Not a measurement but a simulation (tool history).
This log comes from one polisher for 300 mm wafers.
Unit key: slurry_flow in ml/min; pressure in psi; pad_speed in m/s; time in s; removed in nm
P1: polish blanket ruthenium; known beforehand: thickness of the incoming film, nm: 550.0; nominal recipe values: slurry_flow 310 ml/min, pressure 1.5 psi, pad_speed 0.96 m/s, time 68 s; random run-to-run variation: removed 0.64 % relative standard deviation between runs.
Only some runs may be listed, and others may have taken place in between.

run,hour,slurry_flow,pressure,pad_speed,time,wafers polished on this pad,hours since the slurry nozzle was cleaned,hours since the head pressure was calibrated,removed
1,11.7,310,1.5,0.96,68,955,262.3,198.6,46.965
# hour 15.4: worn pad replaced by a new one
2,22.1,310,1.5,0.96,68,72,272.7,209,46.753
3,29.6,185,1.5,0.96,68,153,280.2,216.5,44.599
4,41.5,310,1.5,0.7,51,281,292.1,228.4,25.74
# hour 46.9: slurry nozzle cleaned
5,50.7,310,0.7,0.96,68,380,3.9,237.6,21.939
6,62.7,310,1.5,1.42,68,510,15.9,249.6,68.97
7,73.8,310,1.5,0.96,102,629,27,260.7,69.234
8,79.7,310,1.5,0.44,68,693,32.9,266.6,21.447
9,88.9,410,1.5,0.96,68,792,42.1,275.8,47.838
10,99.6,310,1.5,0.96,68,907,52.8,286.5,46.474
11,105.6,310,2.2,0.96,68,972,58.8,292.5,68.297
12,115.4,310,1.5,0.96,40,1077,68.6,302.3,27.447
13,126.7,310,1.5,0.96,68,1199,79.9,313.6,46.595
14,132.6,310,1.5,0.96,68,1263,85.8,319.5,46.545
15,143.1,310,1.5,0.96,68,1376,96.3,330,45.509
16,152,310,1.5,0.96,68,1471,105.2,338.9,45.325
17,164,310,1.5,0.96,68,1601,117.2,350.9,45.261
18,170.5,310,1.5,0.96,68,1671,123.7,357.4,44.372
19,181.6,310,1.5,0.96,68,1790,134.8,368.5,44.942
20,187.5,310,1.5,0.96,68,1854,140.7,374.4,44.864
# hour 189.9: worn pad replaced by a new one
21,195.1,310,1.5,0.96,68,56,148.3,382,44.406
22,203.1,310,1.5,0.96,68,143,156.3,390,44.102
23,212.5,310,1.5,0.96,68,244,165.7,399.4,43.833

P1 no longer gives what it gave before; its output has crept away from where it was. The following 2 causes, each at its listed size, fit the log equally well:
A: slurry flow missing at the pad, % = 36.7
B: head's pressure below its setpoint, % = 4.83
The gradual shift began around hour 132.6.
Why every other cause is out:
removal rate lost through wear of the pad, %: was serviced at hour 189.9, once the creep was under way, yet the earlier output never came back

Each of the check runs listed below is run on 3 wafers and reports their average, with the results left as question marks. Pick the one under which the possible causes would lead to clearly different results.
check 1,221.9,310,2.2,0.96,68,,,,?
check 2,221.9,310,0.8,0.64,68,,,,?
check 3,221.9,310,1.5,1.4,101,,,,?
check 4,221.9,185,1.5,1.22,68,,,,?

If the cause were each of the candidates in turn, the checks would give the following:
check,result,if A,if B
check 1,removed,65.031,65.033
check 2,removed,15.765,15.766
check 3,removed,96.041,96.044
check 4,removed,51.577,53.194
How far apart the two closest causes lie, in the result that separates them most: check 1 0 %; check 2 0 %; check 3 0 %; check 4 3.09 %
Check 4 is the one run that separates the causes; every other check would come out nearly the same whichever cause is at work.

Here is what check 4 returned: removed 53.121 nm. Which cause is it?

Of the candidate causes, it is B: head's pressure below its setpoint, %.
